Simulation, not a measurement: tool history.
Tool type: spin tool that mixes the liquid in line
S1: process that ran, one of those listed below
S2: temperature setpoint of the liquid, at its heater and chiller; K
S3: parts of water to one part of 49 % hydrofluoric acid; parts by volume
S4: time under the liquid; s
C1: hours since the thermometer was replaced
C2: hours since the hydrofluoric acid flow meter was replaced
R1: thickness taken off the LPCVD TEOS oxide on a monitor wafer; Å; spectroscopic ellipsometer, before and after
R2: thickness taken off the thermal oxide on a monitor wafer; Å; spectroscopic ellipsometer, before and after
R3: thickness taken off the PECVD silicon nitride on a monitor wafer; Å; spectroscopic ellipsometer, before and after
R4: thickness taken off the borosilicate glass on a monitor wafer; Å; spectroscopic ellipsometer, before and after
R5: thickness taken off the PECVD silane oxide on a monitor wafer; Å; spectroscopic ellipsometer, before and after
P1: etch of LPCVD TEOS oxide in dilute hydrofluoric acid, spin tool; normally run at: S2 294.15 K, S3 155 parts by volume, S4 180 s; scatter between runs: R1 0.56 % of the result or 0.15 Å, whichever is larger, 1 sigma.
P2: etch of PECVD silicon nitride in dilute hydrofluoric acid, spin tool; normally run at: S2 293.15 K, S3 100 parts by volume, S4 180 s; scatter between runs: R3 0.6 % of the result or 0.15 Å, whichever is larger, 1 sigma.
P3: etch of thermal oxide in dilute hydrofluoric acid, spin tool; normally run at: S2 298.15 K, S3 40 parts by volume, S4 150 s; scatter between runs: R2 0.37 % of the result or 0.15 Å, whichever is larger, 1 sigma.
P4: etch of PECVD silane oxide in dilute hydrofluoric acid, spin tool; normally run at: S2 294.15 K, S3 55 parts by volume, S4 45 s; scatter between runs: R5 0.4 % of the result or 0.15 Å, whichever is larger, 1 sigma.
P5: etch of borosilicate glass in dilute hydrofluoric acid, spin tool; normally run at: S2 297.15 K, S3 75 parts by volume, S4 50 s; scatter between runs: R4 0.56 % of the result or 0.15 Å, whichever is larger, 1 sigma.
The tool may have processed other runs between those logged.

Run 1, day 0.325: S1 P1, S2 294.15 K, S3 155 parts by volume, S4 180 s; C1 1277; C2 1693.2. Result: R1 324.54 Å.
Run 2, day 0.929: S1 P1, S2 294.15 K, S3 155 parts by volume, S4 180 s; C1 1291.5; C2 1707.7. Result: R1 324.16 Å.
Run 3, day 1.304: S1 P3, S2 298.15 K, S3 70 parts by volume, S4 150 s; C1 1300.5; C2 1716.7. Result: R2 111.36 Å.
Run 4, day 1.896: S1 P2, S2 293.15 K, S3 100 parts by volume, S4 180 s; C1 1314.7; C2 1730.9. Result: R3 64.196 Å.
Run 5, day 2.617: S1 P5, S2 297.15 K, S3 75 parts by volume, S4 15 s; C1 1332; C2 1748.2. Result: R4 44.653 Å.
Run 6, day 3.171: S1 P1, S2 294.15 K, S3 155 parts by volume, S4 180 s; C1 1345.3; C2 1761.5. Result: R1 326.71 Å.
Run 7, day 3.55: S1 P4, S2 294.15 K, S3 55 parts by volume, S4 45 s; C1 1354.4; C2 1770.6. Result: R5 156.66 Å.
Run 8, day 3.983: S1 P4, S2 294.15 K, S3 55 parts by volume, S4 45 s; C1 1364.8; C2 1781. Result: R5 157.39 Å.
Run 9, day 4.442: S1 P3, S2 305.15 K, S3 40 parts by volume, S4 150 s; C1 1375.8; C2 1792. Result: R2 268.36 Å.
Run 10, day 4.792: S1 P1, S2 290.15 K, S3 155 parts by volume, S4 180 s; C1 1384.2; C2 1800.4. Result: R1 276.61 Å.
Run 11, day 5.429: S1 P1, S2 294.15 K, S3 255 parts by volume, S4 180 s; C1 1399.5; C2 1815.7. Result: R1 177.34 Å.
Run 12, day 5.996: S1 P2, S2 293.15 K, S3 100 parts by volume, S4 20 s; C1 1413.1; C2 1829.3. Result: R3 6.924 Å.
Run 13, day 6.567: S1 P5, S2 297.15 K, S3 105 parts by volume, S4 50 s; C1 1426.8; C2 1843. Result: R4 101.91 Å.
Run 14, day 7.075: S1 P1, S2 294.15 K, S3 155 parts by volume, S4 180 s; C1 1439; C2 1855.2. Result: R1 324.22 Å.
Run 15, day 7.733: S1 P2, S2 293.15 K, S3 145 parts by volume, S4 180 s; C1 1454.8; C2 1871. Result: R3 44.289 Å.
Run 16, day 8.225: S1 P5, S2 297.15 K, S3 75 parts by volume, S4 50 s; C1 1466.6; C2 1882.8. Result: R4 148.92 Å.
Run 17, day 8.725: S1 P3, S2 298.15 K, S3 40 parts by volume, S4 70 s; C1 1478.6; C2 1894.8. Result: R2 94.939 Å.
Run 18, day 9.375: S1 P1, S2 294.15 K, S3 155 parts by volume, S4 305 s; C1 1494.2; C2 1910.4. Result: R1 554.12 Å.
Run 19, day 10.012: S1 P3, S2 298.15 K, S3 40 parts by volume, S4 150 s; C1 1509.5; C2 1925.7. Result: R2 202.67 Å.
Run 20, day 10.396: S1 P1, S2 294.15 K, S3 25 parts by volume, S4 180 s; C1 1518.7; C2 1934.9. Result: R1 2323.3 Å.
Run 21, day 10.704: S1 P2, S2 293.15 K, S3 100 parts by volume, S4 180 s; C1 1526.1; C2 1942.3. Result: R3 64.693 Å.
Run 22, day 11.304: S1 P5, S2 290.65 K, S3 75 parts by volume, S4 50 s; C1 1540.5; C2 1956.7. Result: R4 113.94 Å.
Run 23, day 11.854: S1 P4, S2 301.65 K, S3 55 parts by volume, S4 45 s; C1 1553.7; C2 1969.9. Result: R5 212.98 Å.
Run 24, day 12.371: S1 P4, S2 294.15 K, S3 85 parts by volume, S4 45 s; C1 1566.1; C2 1982.3. Result: R5 98.048 Å.
Run 25, day 12.992: S1 P4, S2 294.15 K, S3 55 parts by volume, S4 85 s; C1 1581; C2 1997.2. Result: R5 296.87 Å.
Run 26, day 13.471: S1 P1, S2 302.15 K, S3 155 parts by volume, S4 180 s; C1 1592.5; C2 2008.7. Result: R1 435.23 Å.
Run 27, day 13.917: S1 P1, S2 297.65 K, S3 155 parts by volume, S4 325 s; C1 1603.2; C2 2019.4. Result: R1 667.93 Å.
Run 28, day 14.525: S1 P2, S2 290.15 K, S3 100 parts by volume, S4 180 s; C1 1617.8; C2 2034. Result: R3 52.77 Å.
Run 29, day 14.879: S1 P1, S2 290.15 K, S3 215 parts by volume, S4 180 s; C1 1626.3; C2 2042.5. Result: R1 188.55 Å.
Run 30, day 15.467: S1 P1, S2 294.15 K, S3 155 parts by volume, S4 55 s; C1 1640.4; C2 2056.6. Result: R1 98.69 Å.
Run 31, day 15.912: S1 P1, S2 294.15 K, S3 155 parts by volume, S4 180 s; C1 1651.1; C2 2067.3. Result: R1 323.81 Å.
Run 32, day 16.242: S1 P1, S2 294.15 K, S3 155 parts by volume, S4 180 s; C1 1659; C2 2075.2. Result: R1 328.99 Å.
Run 33, day 16.796: S1 P1, S2 294.15 K, S3 155 parts by volume, S4 180 s; C1 1672.3; C2 2088.5. Result: R1 332.34 Å.
Run 34, day 17.512: S1 P1, S2 294.15 K, S3 155 parts by volume, S4 180 s; C1 1689.5; C2 2105.7. Result: R1 342.25 Å.
Run 35, day 18.15: S1 P1, S2 294.15 K, S3 155 parts by volume, S4 180 s; C1 1704.8; C2 2121. Result: R1 337.69 Å.
Run 36, day 18.862: S1 P1, S2 294.15 K, S3 155 parts by volume, S4 180 s; C1 1721.9; C2 2138.1. Result: R1 341.67 Å.
Run 37, day 19.483: S1 P1, S2 294.15 K, S3 155 parts by volume, S4 180 s; C1 1736.8; C2 2153. Result: R1 340.99 Å.
Run 38, day 20.183: S1 P1, S2 294.15 K, S3 155 parts by volume, S4 180 s; C1 1753.6; C2 2169.8. Result: R1 347.03 Å.

What P1 gives has crept away from where it was. These 2 causes fit the log equally well, each at the size given:
A: liquid hotter than its thermometer reads (K) = 1.4
B: hydrofluoric acid flow above the setpoint (%) = 4.78
Creep in the process output first set in at about day 15.912.

Each of the 4 check runs below uses one wafer; its results are left as question marks. Which run tells the causes apart?
Run check 1, day 20.883: S1 P4, S2 294.15 K, S3 55 parts by volume, S4 45 s. Result: R5 ?.
Run check 2, day 20.883: S1 P2, S2 293.15 K, S3 100 parts by volume, S4 180 s. Result: R3 ?.
Run check 3, day 20.883: S1 P5, S2 297.15 K, S3 75 parts by volume, S4 50 s. Result: R4 ?.
Run check 4, day 20.883: S1 P3, S2 298.15 K, S3 40 parts by volume, S4 150 s. Result: R2 ?.

If the cause were each of the candidates in turn, the checks would give the following:
  check  result    if A    if B
check 1      R5  166.77  165.33
check 2      R3  70.517   67.13
check 3      R4  156.74  155.94
check 4      R2  214.88  213.11
Gap, in per cent, between the two causes that each check separates least, read from the result that separates them most: check 1 0.87 %; check 2 4.92 %; check 3 0.51 %; check 4 0.83 %
The causes can be told apart only by check 2. The other checks would give nearly the same results under each of them.

The results of check 2 are: R3 66.486 Å. Based on these, which of the listed causes is it?

B is the cause: hydrofluoric acid flow above the setpoint (%).
